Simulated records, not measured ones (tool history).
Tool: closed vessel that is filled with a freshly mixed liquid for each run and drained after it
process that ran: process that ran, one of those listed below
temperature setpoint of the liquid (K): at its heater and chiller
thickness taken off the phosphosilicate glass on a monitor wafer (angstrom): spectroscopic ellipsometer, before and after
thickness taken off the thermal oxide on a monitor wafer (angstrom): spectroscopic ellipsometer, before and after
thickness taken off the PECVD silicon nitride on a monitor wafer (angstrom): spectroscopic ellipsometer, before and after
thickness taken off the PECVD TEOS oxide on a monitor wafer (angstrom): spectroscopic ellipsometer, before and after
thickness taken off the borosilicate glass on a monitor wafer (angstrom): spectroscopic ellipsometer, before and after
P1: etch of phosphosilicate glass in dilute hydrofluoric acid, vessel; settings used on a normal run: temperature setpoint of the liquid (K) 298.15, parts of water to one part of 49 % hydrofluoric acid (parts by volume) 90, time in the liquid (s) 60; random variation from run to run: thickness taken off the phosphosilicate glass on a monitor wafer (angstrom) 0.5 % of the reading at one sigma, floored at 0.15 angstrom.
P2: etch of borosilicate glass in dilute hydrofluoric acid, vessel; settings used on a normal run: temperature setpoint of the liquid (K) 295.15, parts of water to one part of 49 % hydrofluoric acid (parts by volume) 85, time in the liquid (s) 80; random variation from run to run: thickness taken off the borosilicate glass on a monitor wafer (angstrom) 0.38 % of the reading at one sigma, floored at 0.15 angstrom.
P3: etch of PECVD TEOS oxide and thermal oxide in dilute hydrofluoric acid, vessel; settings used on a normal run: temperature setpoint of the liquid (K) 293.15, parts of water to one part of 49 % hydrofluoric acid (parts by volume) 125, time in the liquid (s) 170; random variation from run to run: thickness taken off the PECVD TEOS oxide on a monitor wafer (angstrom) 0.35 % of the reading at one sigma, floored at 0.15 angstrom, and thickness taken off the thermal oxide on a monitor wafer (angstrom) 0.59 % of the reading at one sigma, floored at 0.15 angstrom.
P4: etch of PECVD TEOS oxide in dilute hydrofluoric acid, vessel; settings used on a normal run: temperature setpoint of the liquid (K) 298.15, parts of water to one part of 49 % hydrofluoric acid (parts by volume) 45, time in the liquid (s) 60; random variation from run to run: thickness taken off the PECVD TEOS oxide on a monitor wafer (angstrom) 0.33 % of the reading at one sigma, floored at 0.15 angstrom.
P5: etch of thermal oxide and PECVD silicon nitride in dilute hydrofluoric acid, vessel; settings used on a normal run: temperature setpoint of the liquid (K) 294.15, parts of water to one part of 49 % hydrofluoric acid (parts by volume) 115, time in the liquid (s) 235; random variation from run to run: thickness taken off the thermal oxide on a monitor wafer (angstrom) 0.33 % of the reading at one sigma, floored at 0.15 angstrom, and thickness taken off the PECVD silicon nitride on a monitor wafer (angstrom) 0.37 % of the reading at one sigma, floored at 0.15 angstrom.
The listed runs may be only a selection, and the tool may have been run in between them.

run	hour	process that ran	temperature setpoint of the liquid (K)	parts of water to one part of 49 % hydrofluoric acid (parts by volume)	time in the liquid (s)	thickness taken off the phosphosilicate glass on a monitor wafer (angstrom)	thickness taken off the thermal oxide on a monitor wafer (angstrom)	thickness taken off the PECVD silicon nitride on a monitor wafer (angstrom)	thickness taken off the PECVD TEOS oxide on a monitor wafer (angstrom)	thickness taken off the borosilicate glass on a monitor wafer (angstrom)
1	3.7	P1	298.15	90	60	426.3				
2	8.9	P5	294.15	60	235		177.52	183.06		
3	11.6	P3	293.15	125	170		52.679		95.455	
4	15.9	P1	298.15	90	30	209.4				
# hour 17.6: hydrofluoric acid flow meter replaced
5	18.6	P5	294.15	115	235		86.315	96.167		
6	22.9	P5	299.15	115	235		104.48	135.19		
7	26	P3	293.15	125	170		52.281		95.856	
8	31.2	P4	298.15	45	60				123.4	
9	36.1	P1	298.15	90	60	419.95				
10	39.5	P5	294.15	115	30		11.47	12.188		
11	42.1	P1	298.15	20	60	2086.2				
12	47.5	P4	298.15	45	60				123.82	
13	50.2	P4	302.15	45	60				145.31	
14	54.8	P1	298.15	90	90	629.45				
15	58.6	P2	295.15	85	120					395.78
16	61.1	P3	293.15	195	170		31.555		57.193	
17	63.7	P5	294.15	115	235		87.015	96.406		
18	68.3	P1	292.65	90	60	333.2				
19	71.4	P1	298.15	120	30	151.72				
20	75.1	P1	298.15	90	60	424.4				
21	79.7	P3	293.15	125	35		10.817		19.716	
22	82.7	P1	298.15	90	60	420.98				
23	87.9	P2	295.15	25	80					968.56
24	93.1	P4	298.15	45	30				61.88	
25	96.3	P2	295.15	85	80					265.48
26	100.5	P3	290.15	125	170		46.658		84.942	

What does the tool deliver on the next run?
27	105.3	P1	298.15	165	60	?				

{"run 27": {"thickness taken off the phosphosilicate glass on a monitor wafer (angstrom)": 209.12}}
